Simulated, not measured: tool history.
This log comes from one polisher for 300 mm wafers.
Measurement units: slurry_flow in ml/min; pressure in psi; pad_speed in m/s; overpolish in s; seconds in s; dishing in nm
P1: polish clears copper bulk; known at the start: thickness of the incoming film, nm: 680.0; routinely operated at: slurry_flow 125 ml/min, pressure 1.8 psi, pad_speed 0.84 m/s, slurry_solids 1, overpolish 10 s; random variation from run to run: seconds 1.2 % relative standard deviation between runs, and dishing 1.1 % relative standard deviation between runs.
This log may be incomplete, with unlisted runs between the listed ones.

run	hour	slurry_flow	pressure	pad_speed	slurry_solids	overpolish	seconds	dishing
1	4.2	125	1.8	0.84	1	10	140.88	32.389
2	7.7	125	1.8	0.84	1	10	139.78	32.229
3	11.6	125	1.8	0.84	1	3	138.16	10.549
4	15.2	125	2.7	0.84	1	10	91.471	47.574
5	17.7	160	0.8	0.84	1	10	299.59	15.541
6	21.6	75	1.8	0.54	1	10	250.34	19.484
7	25.3	125	1.8	0.84	1.45	10	127.75	35.32
8	29	125	1.8	1.16	1	10	100.29	42.9
9	31.3	165	1.8	0.84	1	10	132.95	34.045
10	35.1	125	1.8	0.84	1	10	140.61	33.02
11	38.8	125	1.8	0.84	1	19	138.13	54.975
12	41	75	1.8	0.84	1.4	10	148.44	30.549
13	43.5	125	1.8	0.84	1	10	142.5	32.574
14	46.8	125	1.8	0.84	0.55	10	155.45	29.503
15	50.5	125	1	0.84	1	10	248.63	18.825
16	52.6	75	1.8	0.84	1	10	162.02	29.411
17	55.7	125	1.8	0.5	1	10	231.53	20.521
18	58.3	125	1.8	0.84	1	10	138.54	32.344
19	62.1	125	1.8	0.84	1	10	150.19	31.281
20	64.7	125	1.8	0.84	1	10	147.82	30.843
# hour 66.7: slurry blender recalibrated
21	68.8	125	1.8	0.84	1	10	149.07	30.643
# hour 70.5: head pressure recalibrated
22	70.8	125	1.8	0.84	1	10	150.28	29.705
23	74.9	125	1.8	0.84	1	10	155.21	29.747
24	79.1	125	1.8	0.84	1	10	155.12	30.284

Something has made what P1 gives creep away from where it was; the 2 causes below, each at its own stated size, fit the log equally well:
A: slurry flow missing at the pad, % = 33.2
B: removal rate lost through wear of the pad, % = 9.36
Onset of the creep was near hour 58.3.
Each remaining cause and why it is not a fit:
head's pressure below its setpoint, %: maintenance at hour 70.5, after the shift began, did not return the process to its former output
abrasive missing from the slurry, %: maintenance at hour 66.7, after the shift began, did not return the process to its former output

Of the 4 check runs below, each run on 5 wafers with the results averaged and each result still a question mark, which one would tell the listed causes apart?
check 1	83.3	125	1.8	0.52	1	10	?	?
check 2	83.3	125	1.8	0.84	1	5	?	?
check 3	83.3	85	1.8	0.84	1	10	?	?
check 4	83.3	125	2.3	0.84	1	10	?	?

What every check run would give for each of its results, assuming each possible cause in turn:
check	result	if A	if B
check 1	seconds	249.48	249.46
check 1	dishing	19.415	19.416
check 2	seconds	154.44	154.43
check 2	dishing	15.906	15.906
check 3	seconds	176.18	169.52
check 3	dishing	26.664	27.601
check 4	seconds	120.86	120.86
check 4	dishing	37.717	37.719
How far apart the two closest causes lie, in the result that separates them most: check 1 0.01 %; check 2 0.01 %; check 3 3.86 %; check 4 0.01 %
The causes can be told apart only by check 3. The other checks would give nearly the same results under each of them.

Check 3 has now been run. It gave: seconds 174.68 s; dishing 26.8 nm. Which of the candidate causes is it?

A is the cause: slurry flow missing at the pad, %.

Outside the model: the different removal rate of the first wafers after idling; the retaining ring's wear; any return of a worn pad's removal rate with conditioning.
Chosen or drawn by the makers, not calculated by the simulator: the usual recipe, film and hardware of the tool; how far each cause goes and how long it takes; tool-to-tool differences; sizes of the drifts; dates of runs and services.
